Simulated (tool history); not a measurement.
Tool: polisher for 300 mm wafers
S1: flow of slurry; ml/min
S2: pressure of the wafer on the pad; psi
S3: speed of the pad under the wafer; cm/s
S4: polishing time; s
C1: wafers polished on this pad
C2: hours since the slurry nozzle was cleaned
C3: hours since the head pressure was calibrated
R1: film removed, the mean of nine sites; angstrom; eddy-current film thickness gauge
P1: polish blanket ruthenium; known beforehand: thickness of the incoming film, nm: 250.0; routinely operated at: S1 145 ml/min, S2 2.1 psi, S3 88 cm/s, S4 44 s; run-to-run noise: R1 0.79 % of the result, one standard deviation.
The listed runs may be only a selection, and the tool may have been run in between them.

{"run": 1, "hour": 6.5, "S1": 145, "S2": 2.1, "S3": 88, "S4": 44, "C1": 232, "C2": 204.0, "C3": 105.3, "R1": 439.2}
{"run": 2, "hour": 9.8, "S1": 145, "S2": 2.1, "S3": 88, "S4": 67, "C1": 269, "C2": 207.3, "C3": 108.6, "R1": 673.19}
{"run": 3, "hour": 15.7, "S1": 145, "S2": 2.1, "S3": 88, "S4": 44, "C1": 336, "C2": 213.2, "C3": 114.5, "R1": 434.7}
{"run": 4, "hour": 22.0, "S1": 215, "S2": 2.1, "S3": 88, "S4": 44, "C1": 408, "C2": 219.5, "C3": 120.8, "R1": 458.01}
{"hour": 25.5, "done": "slurry nozzle cleaned"}
{"run": 5, "hour": 28.7, "S1": 145, "S2": 2.1, "S3": 134, "S4": 44, "C1": 484, "C2": 3.2, "C3": 127.5, "R1": 652.98}
{"run": 6, "hour": 36.1, "S1": 145, "S2": 2.1, "S3": 88, "S4": 44, "C1": 568, "C2": 10.6, "C3": 134.9, "R1": 436.61}
{"run": 7, "hour": 43.4, "S1": 85, "S2": 2.1, "S3": 88, "S4": 44, "C1": 651, "C2": 17.9, "C3": 142.2, "R1": 386.19}
{"run": 8, "hour": 48.4, "S1": 145, "S2": 1.0, "S3": 88, "S4": 44, "C1": 708, "C2": 22.9, "C3": 147.2, "R1": 208.8}
{"run": 9, "hour": 51.8, "S1": 145, "S2": 2.1, "S3": 56, "S4": 44, "C1": 746, "C2": 26.3, "C3": 150.6, "R1": 275.52}
{"run": 10, "hour": 58.4, "S1": 145, "S2": 2.1, "S3": 88, "S4": 44, "C1": 821, "C2": 32.9, "C3": 157.2, "R1": 434.54}
{"run": 11, "hour": 62.6, "S1": 145, "S2": 3.2, "S3": 88, "S4": 44, "C1": 869, "C2": 37.1, "C3": 161.4, "R1": 664.34}
{"run": 12, "hour": 68.9, "S1": 145, "S2": 2.1, "S3": 88, "S4": 20, "C1": 941, "C2": 43.4, "C3": 167.7, "R1": 199.16}
{"run": 13, "hour": 75.7, "S1": 145, "S2": 2.1, "S3": 88, "S4": 44, "C1": 1018, "C2": 50.2, "C3": 174.5, "R1": 435.0}
{"run": 14, "hour": 79.4, "S1": 90, "S2": 1.3, "S3": 88, "S4": 44, "C1": 1060, "C2": 53.9, "C3": 178.2, "R1": 242.39}
{"run": 15, "hour": 85.8, "S1": 145, "S2": 2.1, "S3": 88, "S4": 44, "C1": 1133, "C2": 60.3, "C3": 184.6, "R1": 429.24}
{"run": 16, "hour": 90.2, "S1": 145, "S2": 2.1, "S3": 88, "S4": 44, "C1": 1183, "C2": 64.7, "C3": 189.0, "R1": 423.64}
{"run": 17, "hour": 97.1, "S1": 145, "S2": 2.1, "S3": 88, "S4": 44, "C1": 1261, "C2": 71.6, "C3": 195.9, "R1": 414.94}
{"run": 18, "hour": 101.5, "S1": 145, "S2": 2.1, "S3": 88, "S4": 44, "C1": 1311, "C2": 76.0, "C3": 200.3, "R1": 401.52}
{"hour": 106.0, "done": "head pressure recalibrated"}
{"run": 19, "hour": 107.9, "S1": 145, "S2": 2.1, "S3": 88, "S4": 44, "C1": 1384, "C2": 82.4, "C3": 2.0, "R1": 393.62}
{"run": 20, "hour": 113.8, "S1": 145, "S2": 2.1, "S3": 88, "S4": 44, "C1": 1451, "C2": 88.3, "C3": 7.9, "R1": 394.95}
{"run": 21, "hour": 120.8, "S1": 145, "S2": 2.1, "S3": 88, "S4": 44, "C1": 1531, "C2": 95.3, "C3": 14.9, "R1": 389.43}
{"run": 22, "hour": 125.7, "S1": 145, "S2": 2.1, "S3": 88, "S4": 44, "C1": 1586, "C2": 100.2, "C3": 19.8, "R1": 389.89}
{"run": 23, "hour": 132.5, "S1": 145, "S2": 2.1, "S3": 88, "S4": 44, "C1": 1664, "C2": 107.0, "C3": 26.6, "R1": 390.6}

The log shows P1 creeping away from where it was. Any of the 2 causes listed here, at the size stated for it, fits the log just as well as the others:
A: removal rate lost through wear of the pad, % = 10.2
B: slurry flow missing at the pad, % = 37.9
Creep in the process output first set in at about hour 85.8.
Other possible causes, and why each is ruled out:
head's pressure below its setpoint, %: serviced after onset, at hour 106.0, with no recovery of the prior output

Which of the 4 check runs listed below, each an average over 5 wafers with its results shown as question marks, gives clearly different results under the different listed causes?
{"run": "check 1", "hour": 139.3, "S1": 145, "S2": 2.1, "S3": 116, "S4": 44, "R1": "?"}
{"run": "check 2", "hour": 139.3, "S1": 210, "S2": 2.1, "S3": 88, "S4": 54, "R1": "?"}
{"run": "check 3", "hour": 139.3, "S1": 145, "S2": 3.0, "S3": 88, "S4": 27, "R1": "?"}
{"run": "check 4", "hour": 139.3, "S1": 145, "S2": 1.4, "S3": 88, "S4": 60, "R1": "?"}

What every check run would give for each of its results, assuming each possible cause in turn:
check=check_1 result=R1 if_A=515.19 if_B=515.49
check=check_2 result=R1 if_A=507.45 if_B=523.56
check=check_3 result=R1 if_A=342.62 if_B=342.81
check=check_4 result=R1 if_A=355.31 if_B=355.51
Distance between the nearest two causes, measured in the result of the check that separates them most: check 1 0.06 %; check 2 3.13 %; check 3 0.06 %; check 4 0.06 %
The other checks would show nearly matching results whichever cause is true, so check 2 is the only one that separates the causes.

The results of check 2 are: R1 506.17 angstrom. Based on these, which of the listed causes is it?

It was cause A: removal rate lost through wear of the pad, %.
